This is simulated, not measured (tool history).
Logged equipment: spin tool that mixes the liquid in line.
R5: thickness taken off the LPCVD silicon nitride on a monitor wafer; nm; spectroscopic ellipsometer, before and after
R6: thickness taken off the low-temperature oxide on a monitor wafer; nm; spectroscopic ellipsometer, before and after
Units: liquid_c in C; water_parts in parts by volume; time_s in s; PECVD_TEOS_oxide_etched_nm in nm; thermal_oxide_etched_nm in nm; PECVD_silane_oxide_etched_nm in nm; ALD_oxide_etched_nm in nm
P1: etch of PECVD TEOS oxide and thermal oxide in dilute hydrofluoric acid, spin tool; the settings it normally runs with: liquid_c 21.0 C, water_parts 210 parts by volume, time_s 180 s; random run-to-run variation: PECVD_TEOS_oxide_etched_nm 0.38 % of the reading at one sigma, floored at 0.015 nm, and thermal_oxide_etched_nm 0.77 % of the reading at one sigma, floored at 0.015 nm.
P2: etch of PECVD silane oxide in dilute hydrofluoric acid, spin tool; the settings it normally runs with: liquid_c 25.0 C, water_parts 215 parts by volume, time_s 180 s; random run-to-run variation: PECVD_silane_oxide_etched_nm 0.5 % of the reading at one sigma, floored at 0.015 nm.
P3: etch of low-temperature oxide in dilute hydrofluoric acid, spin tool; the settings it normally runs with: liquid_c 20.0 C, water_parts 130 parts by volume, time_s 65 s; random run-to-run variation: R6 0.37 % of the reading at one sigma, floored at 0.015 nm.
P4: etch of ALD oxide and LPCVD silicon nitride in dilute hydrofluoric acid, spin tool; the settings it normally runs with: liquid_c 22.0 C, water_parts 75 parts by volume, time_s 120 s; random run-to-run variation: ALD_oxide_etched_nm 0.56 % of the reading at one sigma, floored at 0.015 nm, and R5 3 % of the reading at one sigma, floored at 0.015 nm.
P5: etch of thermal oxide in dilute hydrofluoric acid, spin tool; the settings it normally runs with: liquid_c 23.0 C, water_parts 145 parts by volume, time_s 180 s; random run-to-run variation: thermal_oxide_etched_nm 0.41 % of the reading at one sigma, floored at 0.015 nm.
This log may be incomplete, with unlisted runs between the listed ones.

run 1 day=0.288 | process=P1 liquid_c=21.0 water_parts=210 time_s=180 | PECVD_TEOS_oxide_etched_nm=6.6801 thermal_oxide_etched_nm=3.1502
run 2 day=0.500 | process=P1 liquid_c=17.0 water_parts=210 time_s=180 | PECVD_TEOS_oxide_etched_nm=5.6690 thermal_oxide_etched_nm=2.7290
run 3 day=0.888 | process=P2 liquid_c=25.0 water_parts=215 time_s=60 | PECVD_silane_oxide_etched_nm=5.1761
run 4 day=1.092 | process=P5 liquid_c=23.0 water_parts=145 time_s=180 | thermal_oxide_etched_nm=5.3358
run 5 day=1.392 | process=P4 liquid_c=28.5 water_parts=75 time_s=120 | ALD_oxide_etched_nm=28.320 R5=1.12350
run 6 day=1.617 | process=P1 liquid_c=21.0 water_parts=210 time_s=180 | PECVD_TEOS_oxide_etched_nm=6.6488 thermal_oxide_etched_nm=3.1156
run 7 day=1.958 | process=P2 liquid_c=25.0 water_parts=215 time_s=180 | PECVD_silane_oxide_etched_nm=15.4590
run 8 day=2.333 | process=P4 liquid_c=22.0 water_parts=75 time_s=185 | ALD_oxide_etched_nm=33.763 R5=1.13950
-- day=2.400 hydrofluoric acid flow meter replaced
run 9 day=2.542 | process=P5 liquid_c=30.5 water_parts=145 time_s=180 | thermal_oxide_etched_nm=6.9981
run 10 day=2.842 | process=P5 liquid_c=23.0 water_parts=145 time_s=305 | thermal_oxide_etched_nm=9.0223
run 11 day=3.225 | process=P5 liquid_c=23.0 water_parts=50 time_s=180 | thermal_oxide_etched_nm=17.1830
run 12 day=3.558 | process=P3 liquid_c=20.0 water_parts=130 time_s=65 | R6=10.874
run 13 day=3.796 | process=P1 liquid_c=21.0 water_parts=210 time_s=180 | PECVD_TEOS_oxide_etched_nm=6.6660 thermal_oxide_etched_nm=3.1999
run 14 day=4.212 | process=P1 liquid_c=25.5 water_parts=210 time_s=180 | PECVD_TEOS_oxide_etched_nm=7.8511 thermal_oxide_etched_nm=3.7641
run 15 day=4.546 | process=P1 liquid_c=21.0 water_parts=370 time_s=180 | PECVD_TEOS_oxide_etched_nm=3.2272 thermal_oxide_etched_nm=1.5811
run 16 day=4.879 | process=P1 liquid_c=21.0 water_parts=115 time_s=180 | PECVD_TEOS_oxide_etched_nm=13.4300 thermal_oxide_etched_nm=6.4969
run 17 day=5.233 | process=P1 liquid_c=21.0 water_parts=210 time_s=75 | PECVD_TEOS_oxide_etched_nm=2.7949 thermal_oxide_etched_nm=1.3659
run 18 day=5.512 | process=P4 liquid_c=22.0 water_parts=20 time_s=120 | ALD_oxide_etched_nm=87.635 R5=2.50870
run 19 day=5.800 | process=P3 liquid_c=26.5 water_parts=130 time_s=65 | R6=14.056
run 20 day=6.021 | process=P4 liquid_c=22.0 water_parts=75 time_s=120 | ALD_oxide_etched_nm=21.691 R5=0.78905
run 21 day=6.400 | process=P3 liquid_c=20.0 water_parts=130 time_s=15 | R6=2.511

Forecast run 22:
run 22 day=6.704 | process=P1 liquid_c=21.0 water_parts=210 time_s=180 | PECVD_TEOS_oxide_etched_nm=? thermal_oxide_etched_nm=?

PECVD_TEOS_oxide_etched_nm: 6.6436 nm
thermal_oxide_etched_nm: 3.1411 nm

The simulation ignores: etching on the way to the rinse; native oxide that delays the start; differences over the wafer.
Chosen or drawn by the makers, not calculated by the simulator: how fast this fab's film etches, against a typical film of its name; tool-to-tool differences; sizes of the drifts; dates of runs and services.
